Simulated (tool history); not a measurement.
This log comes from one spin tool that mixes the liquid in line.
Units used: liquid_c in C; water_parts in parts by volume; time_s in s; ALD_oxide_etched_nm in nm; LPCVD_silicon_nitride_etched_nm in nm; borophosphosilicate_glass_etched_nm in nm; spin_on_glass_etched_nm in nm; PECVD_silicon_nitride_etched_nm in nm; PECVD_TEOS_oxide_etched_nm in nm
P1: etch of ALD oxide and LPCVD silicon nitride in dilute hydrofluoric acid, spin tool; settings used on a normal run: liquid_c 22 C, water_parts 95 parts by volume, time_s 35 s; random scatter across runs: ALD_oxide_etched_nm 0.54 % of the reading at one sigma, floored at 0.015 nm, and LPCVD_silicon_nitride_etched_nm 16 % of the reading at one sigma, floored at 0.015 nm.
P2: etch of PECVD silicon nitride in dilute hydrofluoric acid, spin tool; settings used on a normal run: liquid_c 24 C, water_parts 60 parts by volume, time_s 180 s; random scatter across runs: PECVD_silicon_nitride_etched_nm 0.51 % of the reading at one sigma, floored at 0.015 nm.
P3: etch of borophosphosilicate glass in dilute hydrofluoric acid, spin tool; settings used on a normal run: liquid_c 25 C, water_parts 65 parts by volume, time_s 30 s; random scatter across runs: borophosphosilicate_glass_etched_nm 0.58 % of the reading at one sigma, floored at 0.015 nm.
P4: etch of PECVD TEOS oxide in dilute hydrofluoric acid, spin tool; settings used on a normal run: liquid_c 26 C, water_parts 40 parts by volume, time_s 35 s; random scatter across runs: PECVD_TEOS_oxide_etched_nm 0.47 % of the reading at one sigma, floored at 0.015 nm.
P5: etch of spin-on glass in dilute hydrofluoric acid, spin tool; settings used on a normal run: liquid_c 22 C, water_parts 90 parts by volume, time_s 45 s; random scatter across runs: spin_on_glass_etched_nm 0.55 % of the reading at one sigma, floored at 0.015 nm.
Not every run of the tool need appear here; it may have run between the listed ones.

| run | hour | process | liquid_c | water_parts | time_s | hours since the thermometer was replaced | hours since the hydrofluoric acid flow meter was replaced | ALD_oxide_etched_nm | LPCVD_silicon_nitride_etched_nm | borophosphosilicate_glass_etched_nm | spin_on_glass_etched_nm | PECVD_silicon_nitride_etched_nm | PECVD_TEOS_oxide_etched_nm |
|---|---|---|---|---|---|---|---|---|---|---|---|---|---|
| 1 | 8.5 | P1 | 22 | 95 | 35 | 957.8 | 444.2 | 9.7205 | 0.188830 |  |  |  |  |
| 2 | 23.2 | P1 | 22 | 135 | 15 | 972.5 | 458.9 | 2.8139 | 0.025243 |  |  |  |  |
| 3 | 38.0 | P1 | 22 | 95 | 15 | 987.3 | 473.7 | 4.1395 | 0.056264 |  |  |  |  |
| 4 | 51.1 | P3 | 25 | 110 | 30 | 1000.4 | 486.8 |  |  | 10.268 |  |  |  |
| 5 | 67.3 | P1 | 22 | 95 | 35 | 1016.6 | 503.0 | 9.7494 | 0.205210 |  |  |  |  |
| 6 | 84.4 | P1 | 22 | 95 | 35 | 1033.7 | 520.1 | 9.6555 | 0.185360 |  |  |  |  |
| 7 | 98.6 | P3 | 25 | 65 | 30 | 1047.9 | 534.3 |  |  | 18.295 |  |  |  |
| 8 | 114.0 | P5 | 22 | 90 | 15 | 1063.3 | 549.7 |  |  |  | 4.0091 |  |  |
| 9 | 131.7 | P2 | 24 | 60 | 180 | 1081.0 | 567.4 |  |  |  |  | 9.7144 |  |
| 10 | 143.8 | P2 | 24 | 60 | 80 | 1093.1 | 579.5 |  |  |  |  | 4.3335 |  |
| 11 | 156.0 | P1 | 22 | 95 | 65 | 1105.3 | 591.7 | 18.1370 | 0.305940 |  |  |  |  |
| 12 | 166.9 | P3 | 25 | 65 | 45 | 1116.2 | 602.6 |  |  | 27.847 |  |  |  |
| 13 | 184.6 | P4 | 26 | 40 | 35 | 1133.9 | 620.3 |  |  |  |  |  | 10.8470 |
| 14 | 198.6 | P4 | 26 | 40 | 35 | 1147.9 | 634.3 |  |  |  |  |  | 10.9080 |
| 15 | 215.5 | P1 | 22 | 45 | 35 | 1164.8 | 651.2 | 21.7440 | 0.417940 |  |  |  |  |
| 16 | 224.5 | P1 | 19 | 95 | 15 | 1173.8 | 660.2 | 3.6757 | 0.089362 |  |  |  |  |
| 17 | 240.4 | P5 | 27 | 90 | 45 | 1189.7 | 676.1 |  |  |  | 14.4250 |  |  |
| 18 | 254.0 | P2 | 29 | 60 | 180 | 1203.3 | 689.7 |  |  |  |  | 13.5380 |  |
| 19 | 264.9 | P4 | 31 | 40 | 35 | 1214.2 | 700.6 |  |  |  |  |  | 13.3880 |
| 20 | 278.9 | P1 | 22 | 135 | 15 | 1228.2 | 714.6 | 2.7724 | 0.030037 |  |  |  |  |
| 21 | 295.6 | P1 | 22 | 95 | 35 | 1244.9 | 731.3 | 9.8004 | 0.151390 |  |  |  |  |
| 22 | 306.7 | P3 | 19 | 65 | 30 | 1256.0 | 742.4 |  |  | 14.452 |  |  |  |
| 23 | 315.5 | P1 | 17 | 95 | 35 | 1264.8 | 751.2 | 7.9374 | 0.125570 |  |  |  |  |
| 24 | 326.7 | P1 | 26 | 95 | 35 | 1276.0 | 762.4 | 11.3630 | 0.180520 |  |  |  |  |
| 25 | 336.9 | P4 | 26 | 20 | 35 | 1286.2 | 772.6 |  |  |  |  |  | 22.3530 |
| 26 | 345.4 | P1 | 22 | 95 | 35 | 1294.7 | 781.1 | 9.7414 | 0.172560 |  |  |  |  |
| 27 | 354.1 | P2 | 24 | 60 | 180 | 1303.4 | 789.8 |  |  |  |  | 9.7018 |  |
| 28 | 367.5 | P5 | 22 | 55 | 45 | 1316.8 | 803.2 |  |  |  | 20.4110 |  |  |
| 29 | 377.9 | P5 | 22 | 90 | 45 | 1327.2 | 813.6 |  |  |  | 12.0160 |  |  |
| 30 | 390.1 | P2 | 24 | 20 | 180 | 1339.4 | 825.8 |  |  |  |  | 28.1340 |  |
| 31 | 404.6 | P4 | 26 | 40 | 20 | 1353.9 | 840.3 |  |  |  |  |  | 6.2017 |
| 32 | 419.6 | P3 | 25 | 65 | 30 | 1368.9 | 855.3 |  |  | 18.413 |  |  |  |
| 33 | 436.1 | P1 | 22 | 150 | 35 | 1385.4 | 871.8 | 5.7744 | 0.147500 |  |  |  |  |
| 34 | 452.1 | P1 | 22 | 95 | 35 | 1401.4 | 887.8 | 9.7241 | 0.162540 |  |  |  |  |
| 35 | 463.4 | P1 | 22 | 95 | 35 | 1412.7 | 899.1 | 9.7385 | 0.152410 |  |  |  |  |
| 36 | 475.5 | P1 | 22 | 95 | 35 | 1424.8 | 911.2 | 10.0880 | 0.203440 |  |  |  |  |
| 37 | 491.1 | P1 | 22 | 95 | 35 | 1440.4 | 926.8 | 10.5310 | 0.146570 |  |  |  |  |
| 38 | 505.3 | P1 | 22 | 95 | 35 | 1454.6 | 941.0 | 10.6150 | 0.217040 |  |  |  |  |
| 39 | 518.5 | P1 | 22 | 95 | 35 | 1467.8 | 954.2 | 10.6710 | 0.201660 |  |  |  |  |
| 40 | 529.3 | P1 | 22 | 95 | 35 | 1478.6 | 965.0 | 10.6350 | 0.140290 |  |  |  |  |
| 41 | 541.8 | P1 | 22 | 95 | 35 | 1491.1 | 977.5 | 10.6930 | 0.213270 |  |  |  |  |
| 42 | 553.6 | P1 | 22 | 95 | 35 | 1502.9 | 989.3 | 10.7190 | 0.214090 |  |  |  |  |

The log shows P1 creeping away from where it was. Any of the 2 causes listed here, at the size stated for it, fits the log just as well as the others:
A: liquid hotter than its thermometer reads (K) = 2.37
B: hydrofluoric acid flow above the setpoint (%) = 8.91
The drift started at roughly hour 463.4.

Of the 4 check runs listed below, each run on one wafer and each result written as a question mark, which would let you distinguish the listed causes because they would give clearly different results?
| check 1 | 565.4 | P4 | 26 | 40 | 35 |  |  |  |  |  |  |  | ? |
| check 2 | 565.4 | P2 | 24 | 60 | 180 |  |  |  |  |  |  | ? |  |
| check 3 | 565.4 | P5 | 22 | 90 | 45 |  |  |  |  |  | ? |  |  |
| check 4 | 565.4 | P3 | 25 | 65 | 30 |  |  |  |  | ? |  |  |  |

Check results expected under each cause:
| check | result | if A | if B |
|---|---|---|---|
| check 1 | PECVD_TEOS_oxide_etched_nm | 11.9650 | 11.8920 |
| check 2 | PECVD_silicon_nitride_etched_nm | 11.3620 | 10.5530 |
| check 3 | spin_on_glass_etched_nm | 13.1940 | 13.1790 |
| check 4 | borophosphosilicate_glass_etched_nm | 20.223 | 20.179 |
Per-check spread between the two closest causes, in the result where they differ most: check 1 0.61 %; check 2 7.39 %; check 3 0.12 %; check 4 0.22 %
The other checks would show nearly matching results whichever cause is true, so check 2 is the only one that separates the causes.

Then check 2 was run and gave: PECVD_silicon_nitride_etched_nm 11.3780 nm. Which cause is it?

It was cause A: liquid hotter than its thermometer reads (K).
